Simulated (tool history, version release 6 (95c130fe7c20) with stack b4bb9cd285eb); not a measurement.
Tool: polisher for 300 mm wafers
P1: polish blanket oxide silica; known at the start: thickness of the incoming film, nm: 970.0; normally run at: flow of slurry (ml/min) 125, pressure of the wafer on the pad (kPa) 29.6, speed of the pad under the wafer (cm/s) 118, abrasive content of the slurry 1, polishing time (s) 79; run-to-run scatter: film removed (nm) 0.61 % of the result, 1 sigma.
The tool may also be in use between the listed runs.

run,hour,flow of slurry (ml/min),pressure of the wafer on the pad (kPa),speed of the pad under the wafer (cm/s),abrasive content of the slurry,polishing time (s),wafers polished on this pad,hours since the slurry nozzle was cleaned,hours since the head pressure was calibrated,hours since the slurry blender was calibrated,hours since the conditioning disc was replaced,film removed (nm)
1,6.3,125,29.6,118,1,79,395,143.5,572.8,87,357.4,255.99
2,15.3,125,29.6,118,1,79,480,152.5,581.8,96,366.4,255.65
3,27.1,125,29.6,178,1,79,591,164.3,593.6,107.8,378.2,355.84
4,40.2,75,29.6,118,1,79,714,177.4,606.7,120.9,391.3,224.73
# hour 49.5: slurry blender recalibrated
5,52.7,125,29.6,118,1,79,832,189.9,619.2,3.3,403.8,258.25
6,59.9,125,29.6,118,1,79,899,197.1,626.4,10.5,411,254.24
7,72.9,125,29.6,118,1,79,1022,210.1,639.4,23.5,424,255.42
8,80.9,125,29.6,76,1,79,1097,218.1,647.4,31.5,432,182.16
9,89.3,125,29.6,118,0.65,79,1176,226.5,655.8,39.9,440.4,205.39
10,97.4,125,45.5,118,1,79,1252,234.6,663.9,48,448.5,392.38
11,105.2,125,29.6,160,0.65,79,1326,242.4,671.7,55.8,456.3,263.66
12,117.7,190,29.6,118,1,79,1443,254.9,684.2,68.3,468.8,277.52
13,127.1,125,29.6,118,1,79,1532,264.3,693.6,77.7,478.2,255.56
14,140.5,125,29.6,118,1,118,1658,277.7,707,91.1,491.6,383.35
15,154.5,125,29.6,118,1.25,79,1790,291.7,721,105.1,505.6,279.74
# hour 157.8: slurry nozzle cleaned
16,161.9,125,13.8,118,1,79,1859,4.2,728.4,112.5,513,118.47
17,169,125,29.6,118,1,54,1926,11.3,735.5,119.6,520.1,174.81
18,181.8,125,29.6,118,1,79,2047,24.1,748.3,132.4,532.9,257.31

The next listed run, before its measurement:
19,195.1,125,29.6,118,1,79,2172,37.4,761.6,145.7,546.2,?

{"run 19": {"film removed (nm)": 246.54}}
